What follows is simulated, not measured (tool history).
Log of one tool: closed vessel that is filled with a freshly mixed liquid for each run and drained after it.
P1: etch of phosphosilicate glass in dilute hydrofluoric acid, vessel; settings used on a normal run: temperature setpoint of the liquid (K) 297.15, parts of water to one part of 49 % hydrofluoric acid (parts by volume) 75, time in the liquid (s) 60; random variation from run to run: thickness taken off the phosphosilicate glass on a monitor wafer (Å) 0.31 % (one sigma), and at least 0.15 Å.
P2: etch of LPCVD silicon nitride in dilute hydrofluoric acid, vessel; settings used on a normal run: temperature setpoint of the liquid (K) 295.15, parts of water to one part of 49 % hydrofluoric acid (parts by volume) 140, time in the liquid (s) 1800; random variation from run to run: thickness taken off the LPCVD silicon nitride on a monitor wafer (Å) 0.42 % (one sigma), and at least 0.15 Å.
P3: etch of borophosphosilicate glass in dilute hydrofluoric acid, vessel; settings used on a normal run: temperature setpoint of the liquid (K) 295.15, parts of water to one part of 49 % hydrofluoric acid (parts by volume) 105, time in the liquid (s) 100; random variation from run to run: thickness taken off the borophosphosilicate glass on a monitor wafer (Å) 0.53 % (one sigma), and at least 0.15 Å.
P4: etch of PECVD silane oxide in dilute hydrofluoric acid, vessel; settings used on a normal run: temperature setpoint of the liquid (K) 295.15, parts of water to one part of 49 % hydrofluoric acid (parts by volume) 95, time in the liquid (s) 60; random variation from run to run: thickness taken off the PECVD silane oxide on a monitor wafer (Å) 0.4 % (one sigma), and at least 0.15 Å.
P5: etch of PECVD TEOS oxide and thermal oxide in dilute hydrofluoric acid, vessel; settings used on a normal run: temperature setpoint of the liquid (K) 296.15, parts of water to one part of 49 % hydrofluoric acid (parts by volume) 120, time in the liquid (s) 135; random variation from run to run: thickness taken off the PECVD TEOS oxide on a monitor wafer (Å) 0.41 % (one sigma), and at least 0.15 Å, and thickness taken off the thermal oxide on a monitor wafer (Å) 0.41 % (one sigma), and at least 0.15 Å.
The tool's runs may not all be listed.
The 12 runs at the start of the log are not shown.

run,hour,process that ran,temperature setpoint of the liquid (K),parts of water to one part of 49 % hydrofluoric acid (parts by volume),time in the liquid (s),hours since the thermometer was replaced,hours since the hydrofluoric acid flow meter was replaced,thickness taken off the phosphosilicate glass on a monitor wafer (Å),thickness taken off the PECVD TEOS oxide on a monitor wafer (Å),thickness taken off the thermal oxide on a monitor wafer (Å),thickness taken off the PECVD silane oxide on a monitor wafer (Å),thickness taken off the borophosphosilicate glass on a monitor wafer (Å),thickness taken off the LPCVD silicon nitride on a monitor wafer (Å)
13,131.2,P5,296.15,180,135,664.3,254.7,,187.88,30.696,,,
14,140.8,P1,297.15,75,60,673.9,264.3,1428.9,,,,,
15,155.1,P4,295.15,160,60,688.2,278.6,,,,111.56,,
16,167.8,P1,297.15,75,60,700.9,291.3,1416.2,,,,,
17,179.6,P1,290.15,115,60,712.7,303.1,663.9,,,,,
18,191.3,P1,297.15,75,60,724.4,314.8,1427.3,,,,,
19,204.1,P1,297.15,75,60,737.2,327.6,1417.8,,,,,
20,211.3,P2,295.15,140,515,744.4,334.8,,,,,,15.782
21,219.7,P1,297.15,75,60,752.8,343.2,1420.0,,,,,
22,229.7,P5,296.15,120,50,762.8,353.2,,111.50,17.970,,,
23,241.9,P5,296.15,120,135,775.0,365.4,,299.80,48.890,,,
24,254.3,P1,300.65,75,95,787.4,377.8,2586.9,,,,,

Run 25, settings as shown, results not yet in. Your forecast:
# hour 261.8: thermometer replaced
25,266.5,P3,295.15,105,100,4.7,390.0,,,,,?,

Run 25 gave thickness taken off the borophosphosilicate glass on a monitor wafer (Å) 359.11.

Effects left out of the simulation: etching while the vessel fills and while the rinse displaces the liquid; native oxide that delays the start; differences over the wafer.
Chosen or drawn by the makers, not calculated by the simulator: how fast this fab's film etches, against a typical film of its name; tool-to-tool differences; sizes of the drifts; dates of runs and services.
